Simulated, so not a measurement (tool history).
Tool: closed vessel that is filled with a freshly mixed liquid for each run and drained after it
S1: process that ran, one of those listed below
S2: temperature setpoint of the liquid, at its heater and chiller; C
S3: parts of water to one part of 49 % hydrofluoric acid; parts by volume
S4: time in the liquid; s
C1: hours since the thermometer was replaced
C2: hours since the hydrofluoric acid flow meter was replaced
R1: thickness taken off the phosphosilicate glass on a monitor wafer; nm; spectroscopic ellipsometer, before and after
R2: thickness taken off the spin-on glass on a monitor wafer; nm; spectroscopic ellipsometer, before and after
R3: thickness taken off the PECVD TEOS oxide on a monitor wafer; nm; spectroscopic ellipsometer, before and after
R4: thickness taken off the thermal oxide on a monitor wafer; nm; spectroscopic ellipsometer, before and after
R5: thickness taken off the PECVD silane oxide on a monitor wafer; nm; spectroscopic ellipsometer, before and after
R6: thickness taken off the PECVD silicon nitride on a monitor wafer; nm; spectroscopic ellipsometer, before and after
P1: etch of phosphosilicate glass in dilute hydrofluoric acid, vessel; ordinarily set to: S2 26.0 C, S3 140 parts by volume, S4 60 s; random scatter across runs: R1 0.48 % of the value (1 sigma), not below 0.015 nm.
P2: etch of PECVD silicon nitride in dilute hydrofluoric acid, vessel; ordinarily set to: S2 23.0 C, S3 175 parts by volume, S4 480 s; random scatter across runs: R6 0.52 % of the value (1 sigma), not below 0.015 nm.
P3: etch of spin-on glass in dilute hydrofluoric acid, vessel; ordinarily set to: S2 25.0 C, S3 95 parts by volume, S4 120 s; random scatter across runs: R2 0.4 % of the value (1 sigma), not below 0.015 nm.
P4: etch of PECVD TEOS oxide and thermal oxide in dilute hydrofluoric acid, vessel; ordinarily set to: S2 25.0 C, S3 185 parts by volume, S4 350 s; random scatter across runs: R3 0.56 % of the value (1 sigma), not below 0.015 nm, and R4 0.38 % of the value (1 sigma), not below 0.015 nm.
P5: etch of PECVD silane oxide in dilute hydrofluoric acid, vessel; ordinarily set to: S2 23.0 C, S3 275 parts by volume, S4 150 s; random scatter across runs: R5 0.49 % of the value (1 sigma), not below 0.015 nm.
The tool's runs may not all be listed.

run	day	S1	S2	S3	S4	C1	C2	R1	R2	R3	R4	R5	R6
1	0.396	P1	26.0	140	60	1292.0	721.6	75.237					
2	0.675	P1	26.0	60	60	1298.7	728.3	193.930					
3	1.008	P1	26.0	140	60	1306.7	736.3	75.093					
4	1.292	P3	25.0	95	30	1313.5	743.1		13.258				
5	1.600	P4	25.0	185	165	1320.9	750.5			19.943	4.0436		
6	2.038	P1	26.0	140	100	1331.4	761.0	124.900					
7	2.454	P5	23.0	275	85	1341.4	771.0					6.8510	
8	2.796	P1	26.0	140	60	1349.6	779.2	74.817					
9	3.146	P2	23.0	175	265	1358.0	787.6						8.1527
10	3.442	P3	25.0	95	120	1365.1	794.7		53.084				
11	3.675	P4	25.0	260	350	1370.7	800.3			27.425	5.6678		
12	3.900	P5	23.0	275	150	1376.1	805.7					12.1070	
13	4.196	P1	26.0	220	60	1383.2	812.8	43.502					
14	4.438	P4	25.0	185	350	1389.0	818.6			41.991	8.5908		
15	4.662	P1	26.0	140	60	1394.4	824.0	74.998					
16	5.100	P3	25.0	175	120	1404.9	834.5		26.406				
17	5.408	P2	23.0	35	480	1412.3	841.9						71.2520
18	5.654	P1	26.0	140	30	1418.2	847.8	37.551					
19	5.875	P1	26.0	140	60	1423.5	853.1	75.084					
20	6.121	P2	23.0	175	480	1429.4	859.0						14.6910
21	6.358	P2	31.0	175	480	1435.1	864.7						24.0540
22	6.796	P1	19.5	140	60	1445.6	875.2	58.065					
23	7.129	P5	23.0	380	150	1453.6	883.2					7.9211	
24	7.417	P1	26.0	205	100	1460.5	890.1	79.557					
25	7.888	P1	26.0	140	60	1471.8	901.4	75.144					
26	8.162	P1	30.5	140	60	1478.4	908.0	88.255					
27	8.525	P5	17.0	275	150	1487.1	916.7					9.6690	
28	8.871	P4	31.5	185	350	1495.4	925.0			52.826	10.8730		
29	9.333	P4	25.0	185	350	1506.5	936.1			41.894	8.6784		
30	9.650	P5	23.0	275	150	1514.1	943.7					12.1320	
31	9.883	P3	32.0	95	120	1519.7	949.3		69.203				
32	10.175	P1	26.0	195	30	1526.7	956.3	25.310					
33	10.512	P1	26.0	140	60	1534.8	964.4	75.164					
34	10.867	P1	26.0	140	60	1543.3	972.9	77.595					
35	11.304	P1	26.0	140	60	1553.8	983.4	79.566					
36	11.621	P1	26.0	140	60	1561.4	991.0	79.938					
37	11.938	P1	26.0	140	60	1569.0	998.6	80.235					
38	12.275	P1	26.0	140	60	1577.1	1006.7	80.636					
39	12.554	P1	26.0	140	60	1583.8	1013.4	80.699					

The output of P1 has drifted from where it used to be. Each of the 2 causes below, taken at the size shown beside it, accounts for the log equally well:
A: hydrofluoric acid flow above the setpoint (%) = 6.33
B: liquid hotter than its thermometer reads (K) = 1.92
The onset of the drift is placed at about day 10.512.

Question marks stand in for the results of the 4 check runs listed below, each run on one wafer. Under which run would the listed causes show clearly different results?
check 1	12.833	P3	25.0	95	120				?				
check 2	12.833	P2	23.0	175	480								?
check 3	12.833	P4	25.0	185	350					?	?		
check 4	12.833	P5	23.0	275	150							?	

What every check run would give for each of its results, assuming each possible cause in turn:
check	result	if A	if B
check 1	R2	56.728	57.091
check 2	R6	15.6120	16.6140
check 3	R3	45.258	45.096
check 3	R4	9.3080	9.2746
check 4	R5	13.0690	12.9420
Distance between the nearest two causes, measured in the result of the check that separates them most: check 1 0.64 %; check 2 6.22 %; check 3 0.36 %; check 4 0.97 %
Check 2 distinguishes between the causes, while the remaining checks would return nearly the same result for all of them.

Check 2 was then run and gave: R6 15.5510 nm. Which cause is it?

It is A: hydrofluoric acid flow above the setpoint (%).
